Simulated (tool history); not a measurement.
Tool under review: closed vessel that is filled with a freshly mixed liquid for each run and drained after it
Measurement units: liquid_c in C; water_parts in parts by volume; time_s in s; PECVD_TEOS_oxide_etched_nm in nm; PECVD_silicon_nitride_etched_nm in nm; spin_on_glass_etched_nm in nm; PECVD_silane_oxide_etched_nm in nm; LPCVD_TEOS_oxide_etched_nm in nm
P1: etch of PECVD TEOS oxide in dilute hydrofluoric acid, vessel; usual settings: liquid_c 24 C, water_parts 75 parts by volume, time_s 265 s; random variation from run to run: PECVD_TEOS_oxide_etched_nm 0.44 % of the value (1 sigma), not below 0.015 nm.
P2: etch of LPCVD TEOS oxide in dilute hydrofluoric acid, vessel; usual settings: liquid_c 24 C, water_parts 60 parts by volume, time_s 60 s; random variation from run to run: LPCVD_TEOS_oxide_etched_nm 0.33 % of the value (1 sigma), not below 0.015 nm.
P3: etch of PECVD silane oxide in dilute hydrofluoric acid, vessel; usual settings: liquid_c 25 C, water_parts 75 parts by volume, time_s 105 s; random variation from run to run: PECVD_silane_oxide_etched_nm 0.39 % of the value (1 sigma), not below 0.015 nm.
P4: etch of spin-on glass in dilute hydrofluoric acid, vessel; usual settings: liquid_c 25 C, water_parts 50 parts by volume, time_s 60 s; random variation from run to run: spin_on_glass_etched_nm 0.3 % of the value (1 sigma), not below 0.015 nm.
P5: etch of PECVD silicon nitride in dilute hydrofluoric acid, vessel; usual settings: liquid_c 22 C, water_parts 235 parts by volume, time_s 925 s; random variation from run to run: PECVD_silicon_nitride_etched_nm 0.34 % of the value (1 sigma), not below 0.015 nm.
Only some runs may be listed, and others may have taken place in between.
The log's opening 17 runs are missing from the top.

run,hour,process,liquid_c,water_parts,time_s,hours since the thermometer was replaced,hours since the hydrofluoric acid flow meter was replaced,PECVD_TEOS_oxide_etched_nm,PECVD_silicon_nitride_etched_nm,spin_on_glass_etched_nm,PECVD_silane_oxide_etched_nm,LPCVD_TEOS_oxide_etched_nm
18,166.4,P3,25,20,105,374.8,118.7,,,,100.15,
19,175.5,P3,25,75,105,383.9,127.8,,,,24.854,
20,184.9,P2,24,60,30,393.3,137.2,,,,,28.983
21,196.7,P4,25,50,60,405.1,149,,,36.748,,
22,210.5,P1,24,130,265,418.9,162.8,25.935,,,,
23,224.4,P5,27,235,925,432.8,176.7,,13.76,,,
24,230.5,P4,25,50,100,438.9,182.8,,,61.861,,
25,241,P3,25,75,105,449.4,193.3,,,,24.882,
26,248.6,P5,22,235,925,457,200.9,,10.152,,,
27,257.9,P1,24,75,265,466.3,210.2,47.741,,,,
28,270.5,P5,22,235,435,478.9,222.8,,4.7692,,,
29,283.5,P4,25,85,60,491.9,235.8,,,20.761,,
30,290.4,P2,24,60,60,498.8,242.7,,,,,57.854

Expected results for the next run?
31,297.1,P1,24,75,415,505.5,249.4,?,,,,

For run 31 the tool returned PECVD_TEOS_oxide_etched_nm 75.51 nm.
